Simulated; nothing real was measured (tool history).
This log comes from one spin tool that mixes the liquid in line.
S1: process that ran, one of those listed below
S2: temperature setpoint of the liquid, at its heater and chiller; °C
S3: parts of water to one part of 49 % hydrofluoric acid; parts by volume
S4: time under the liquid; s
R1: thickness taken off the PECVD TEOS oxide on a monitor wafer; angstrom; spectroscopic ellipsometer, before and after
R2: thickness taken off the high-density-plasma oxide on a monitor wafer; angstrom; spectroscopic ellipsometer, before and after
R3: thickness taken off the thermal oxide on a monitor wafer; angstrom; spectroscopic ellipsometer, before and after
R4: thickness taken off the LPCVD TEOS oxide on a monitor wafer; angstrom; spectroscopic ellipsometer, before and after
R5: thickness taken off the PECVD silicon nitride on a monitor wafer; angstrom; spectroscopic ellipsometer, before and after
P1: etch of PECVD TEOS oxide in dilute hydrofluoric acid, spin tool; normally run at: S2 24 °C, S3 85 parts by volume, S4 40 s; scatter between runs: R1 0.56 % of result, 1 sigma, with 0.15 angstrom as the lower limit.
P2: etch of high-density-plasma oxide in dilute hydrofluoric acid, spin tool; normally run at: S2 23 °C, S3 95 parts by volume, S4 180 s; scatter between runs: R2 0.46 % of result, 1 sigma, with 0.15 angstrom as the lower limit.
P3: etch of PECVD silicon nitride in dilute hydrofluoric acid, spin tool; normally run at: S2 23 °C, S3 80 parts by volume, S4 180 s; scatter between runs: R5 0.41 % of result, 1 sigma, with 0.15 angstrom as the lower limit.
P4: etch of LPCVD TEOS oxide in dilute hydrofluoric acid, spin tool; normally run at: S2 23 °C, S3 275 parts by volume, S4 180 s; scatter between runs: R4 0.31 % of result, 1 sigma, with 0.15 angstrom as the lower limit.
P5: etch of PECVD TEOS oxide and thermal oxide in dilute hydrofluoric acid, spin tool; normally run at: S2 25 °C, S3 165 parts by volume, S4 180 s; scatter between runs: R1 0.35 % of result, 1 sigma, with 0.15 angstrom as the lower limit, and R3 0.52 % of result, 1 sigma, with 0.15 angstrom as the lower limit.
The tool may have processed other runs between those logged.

| run | hour | S1 | S2 | S3 | S4 | R1 | R2 | R3 | R4 | R5 |
|---|---|---|---|---|---|---|---|---|---|---|
| 1 | 9.5 | P1 | 24 | 85 | 40 | 50.954 |  |  |  |  |
| 2 | 19.7 | P2 | 23 | 95 | 180 |  | 107.51 |  |  |  |
| 3 | 28.5 | P5 | 25 | 50 | 180 | 1136.5 |  | 183.11 |  |  |
| 4 | 39.3 | P1 | 24 | 115 | 40 | 36.499 |  |  |  |  |
|  | 47.3 | thermometer replaced |
| 5 | 54 | P4 | 23 | 50 | 180 |  |  |  | 834.95 |  |
| 6 | 65.4 | P2 | 23 | 175 | 180 |  | 52.945 |  |  |  |
| 7 | 73.1 | P3 | 23 | 80 | 180 |  |  |  |  | 68.104 |
| 8 | 83.3 | P1 | 19 | 85 | 40 | 41.592 |  |  |  |  |
| 9 | 93.2 | P5 | 25 | 165 | 180 | 297.87 |  | 48.743 |  |  |
| 10 | 103.5 | P2 | 23 | 95 | 315 |  | 186.47 |  |  |  |
| 11 | 112.1 | P1 | 24 | 40 | 40 | 115.11 |  |  |  |  |
| 12 | 121.5 | P5 | 25 | 165 | 15 | 24.694 |  | 3.9306 |  |  |
| 13 | 137 | P1 | 24 | 60 | 15 | 28.364 |  |  |  |  |
| 14 | 148.2 | P1 | 24 | 85 | 40 | 50.877 |  |  |  |  |
| 15 | 158.1 | P1 | 24 | 85 | 70 | 90.047 |  |  |  |  |
| 16 | 168.3 | P3 | 23 | 45 | 180 |  |  |  |  | 119.28 |
| 17 | 180.6 | P1 | 28.5 | 85 | 40 | 60.612 |  |  |  |  |
| 18 | 192.5 | P1 | 20.5 | 135 | 40 | 26.234 |  |  |  |  |
| 19 | 208.8 | P1 | 24 | 85 | 15 | 19.134 |  |  |  |  |
| 20 | 218.7 | P1 | 24 | 85 | 40 | 50.656 |  |  |  |  |
| 21 | 234.5 | P2 | 17.5 | 95 | 180 |  | 85.575 |  |  |  |
| 22 | 245 | P1 | 24 | 85 | 40 | 51.097 |  |  |  |  |
| 23 | 252.1 | P3 | 23 | 80 | 280 |  |  |  |  | 105.76 |

What will run 24 give?
| 24 | 261.8 | P4 | 23 | 275 | 180 |  |  |  | ? |  |

R4: 118.12 angstrom

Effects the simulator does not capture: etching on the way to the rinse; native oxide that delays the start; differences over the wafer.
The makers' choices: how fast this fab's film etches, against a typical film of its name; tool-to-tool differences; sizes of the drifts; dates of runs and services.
